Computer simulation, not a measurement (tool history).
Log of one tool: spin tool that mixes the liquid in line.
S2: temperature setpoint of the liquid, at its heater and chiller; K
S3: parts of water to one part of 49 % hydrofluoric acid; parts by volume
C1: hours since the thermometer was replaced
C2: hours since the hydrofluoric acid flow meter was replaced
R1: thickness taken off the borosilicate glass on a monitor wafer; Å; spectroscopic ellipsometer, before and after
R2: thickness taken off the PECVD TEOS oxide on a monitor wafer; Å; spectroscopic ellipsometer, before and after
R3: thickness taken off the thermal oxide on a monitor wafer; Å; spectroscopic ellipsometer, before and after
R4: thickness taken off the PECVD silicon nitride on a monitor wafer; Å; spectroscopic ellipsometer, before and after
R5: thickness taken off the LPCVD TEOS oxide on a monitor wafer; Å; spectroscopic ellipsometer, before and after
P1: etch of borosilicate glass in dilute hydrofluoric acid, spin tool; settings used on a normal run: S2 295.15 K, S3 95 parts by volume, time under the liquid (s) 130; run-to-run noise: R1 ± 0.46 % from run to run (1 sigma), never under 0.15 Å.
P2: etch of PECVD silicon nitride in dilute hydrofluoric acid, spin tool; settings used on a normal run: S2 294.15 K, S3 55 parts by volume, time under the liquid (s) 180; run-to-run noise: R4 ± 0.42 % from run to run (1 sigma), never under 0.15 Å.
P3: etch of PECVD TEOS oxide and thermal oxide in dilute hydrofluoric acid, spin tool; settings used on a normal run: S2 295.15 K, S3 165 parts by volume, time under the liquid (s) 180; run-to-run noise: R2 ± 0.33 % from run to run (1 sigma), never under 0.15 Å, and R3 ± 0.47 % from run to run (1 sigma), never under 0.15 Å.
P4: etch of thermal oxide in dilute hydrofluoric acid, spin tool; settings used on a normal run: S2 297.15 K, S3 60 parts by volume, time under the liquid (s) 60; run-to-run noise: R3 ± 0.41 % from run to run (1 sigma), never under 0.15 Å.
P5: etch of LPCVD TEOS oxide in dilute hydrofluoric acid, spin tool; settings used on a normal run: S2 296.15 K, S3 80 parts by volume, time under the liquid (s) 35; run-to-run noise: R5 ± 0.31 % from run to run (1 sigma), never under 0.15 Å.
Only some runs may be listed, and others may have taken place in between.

run 1 hour=9.6 | process_that_ran=P1 S2=295.15 S3=95 time_under_the_liquid_(s)=130 | C1=523.6 C2=740 | R1=348.51
run 2 hour=26.5 | process_that_ran=P3 S2=299.15 S3=165 time_under_the_liquid_(s)=180 | C1=540.5 C2=756.9 | R2=140.62 R3=52.526
run 3 hour=34.4 | process_that_ran=P2 S2=294.15 S3=55 time_under_the_liquid_(s)=180 | C1=548.4 C2=764.8 | R4=98.826
run 4 hour=52 | process_that_ran=P4 S2=297.15 S3=60 time_under_the_liquid_(s)=60 | C1=566 C2=782.4 | R3=49.139
run 5 hour=67 | process_that_ran=P2 S2=294.15 S3=20 time_under_the_liquid_(s)=180 | C1=581 C2=797.4 | R4=261.69
run 6 hour=78.3 | process_that_ran=P1 S2=295.15 S3=95 time_under_the_liquid_(s)=25 | C1=592.3 C2=808.7 | R1=67.361
run 7 hour=92.6 | process_that_ran=P5 S2=296.15 S3=50 time_under_the_liquid_(s)=35 | C1=606.6 C2=823 | R5=213.27
run 8 hour=108.7 | process_that_ran=P1 S2=295.15 S3=95 time_under_the_liquid_(s)=210 | C1=622.7 C2=839.1 | R1=559.48
run 9 hour=120.7 | process_that_ran=P1 S2=295.15 S3=135 time_under_the_liquid_(s)=130 | C1=634.7 C2=851.1 | R1=232.95
run 10 hour=131.6 | process_that_ran=P3 S2=295.15 S3=85 time_under_the_liquid_(s)=180 | C1=645.6 C2=862 | R2=256.38 R3=97.385
run 11 hour=146 | process_that_ran=P1 S2=299.65 S3=95 time_under_the_liquid_(s)=45 | C1=660 C2=876.4 | R1=143.76
run 12 hour=157.7 | process_that_ran=P4 S2=297.15 S3=60 time_under_the_liquid_(s)=85 | C1=671.7 C2=888.1 | R3=69.676
run 13 hour=172.8 | process_that_ran=P5 S2=296.15 S3=80 time_under_the_liquid_(s)=50 | C1=686.8 C2=903.2 | R5=183.39
run 14 hour=189.4 | process_that_ran=P2 S2=290.15 S3=55 time_under_the_liquid_(s)=180 | C1=703.4 C2=919.8 | R4=74
run 15 hour=200.4 | process_that_ran=P3 S2=295.15 S3=165 time_under_the_liquid_(s)=340 | C1=714.4 C2=930.8 | R2=227.67 R3=86.588
run 16 hour=217.7 | process_that_ran=P1 S2=295.15 S3=95 time_under_the_liquid_(s)=130 | C1=731.7 C2=948.1 | R1=348.74
run 17 hour=234.8 | process_that_ran=P2 S2=294.15 S3=55 time_under_the_liquid_(s)=50 | C1=748.8 C2=965.2 | R4=27.365
run 18 hour=245.1 | process_that_ran=P1 S2=295.15 S3=20 time_under_the_liquid_(s)=130 | C1=759.1 C2=975.5 | R1=1812.3
run 19 hour=257.2 | process_that_ran=P5 S2=296.15 S3=80 time_under_the_liquid_(s)=35 | C1=771.2 C2=987.6 | R5=128.73
run 20 hour=270.7 | process_that_ran=P4 S2=304.15 S3=60 time_under_the_liquid_(s)=60 | C1=784.7 C2=1001.1 | R3=64.724
run 21 hour=282.6 | process_that_ran=P1 S2=295.15 S3=95 time_under_the_liquid_(s)=130 | C1=796.6 C2=1013 | R1=346.15
run 22 hour=299.9 | process_that_ran=P1 S2=295.15 S3=95 time_under_the_liquid_(s)=130 | C1=813.9 C2=1030.3 | R1=345.86
run 23 hour=315 | process_that_ran=P5 S2=290.15 S3=80 time_under_the_liquid_(s)=35 | C1=829 C2=1045.4 | R5=100.12
run 24 hour=330.7 | process_that_ran=P1 S2=290.15 S3=95 time_under_the_liquid_(s)=130 | C1=844.7 C2=1061.1 | R1=282.63
run 25 hour=345.3 | process_that_ran=P3 S2=295.15 S3=165 time_under_the_liquid_(s)=180 | C1=859.3 C2=1075.7 | R2=120.65 R3=45.542
run 26 hour=358.6 | process_that_ran=P2 S2=294.15 S3=55 time_under_the_liquid_(s)=180 | C1=872.6 C2=1089 | R4=99.365
run 27 hour=372.5 | process_that_ran=P1 S2=295.15 S3=95 time_under_the_liquid_(s)=130 | C1=886.5 C2=1102.9 | R1=348.42
run 28 hour=381 | process_that_ran=P4 S2=297.15 S3=100 time_under_the_liquid_(s)=60 | C1=895 C2=1111.4 | R3=27.825
run 29 hour=389.9 | process_that_ran=P1 S2=295.15 S3=95 time_under_the_liquid_(s)=130 | C1=903.9 C2=1120.3 | R1=345.5
run 30 hour=404.4 | process_that_ran=P1 S2=303.65 S3=95 time_under_the_liquid_(s)=130 | C1=918.4 C2=1134.8 | R1=482.81
run 31 hour=414.4 | process_that_ran=P1 S2=295.15 S3=95 time_under_the_liquid_(s)=130 | C1=928.4 C2=1144.8 | R1=347.46
run 32 hour=429.9 | process_that_ran=P1 S2=295.15 S3=95 time_under_the_liquid_(s)=130 | C1=943.9 C2=1160.3 | R1=361.82
run 33 hour=445.1 | process_that_ran=P1 S2=295.15 S3=95 time_under_the_liquid_(s)=130 | C1=959.1 C2=1175.5 | R1=370.46
run 34 hour=461.9 | process_that_ran=P1 S2=295.15 S3=95 time_under_the_liquid_(s)=130 | C1=975.9 C2=1192.3 | R1=368.69
run 35 hour=471 | process_that_ran=P1 S2=295.15 S3=95 time_under_the_liquid_(s)=130 | C1=985 C2=1201.4 | R1=370.51

Run 36 comes next. What will it give?
run 36 hour=486.6 | process_that_ran=P1 S2=295.15 S3=95 time_under_the_liquid_(s)=130 | C1=1000.6 C2=1217 | R1=?

R1: 373.11 Å

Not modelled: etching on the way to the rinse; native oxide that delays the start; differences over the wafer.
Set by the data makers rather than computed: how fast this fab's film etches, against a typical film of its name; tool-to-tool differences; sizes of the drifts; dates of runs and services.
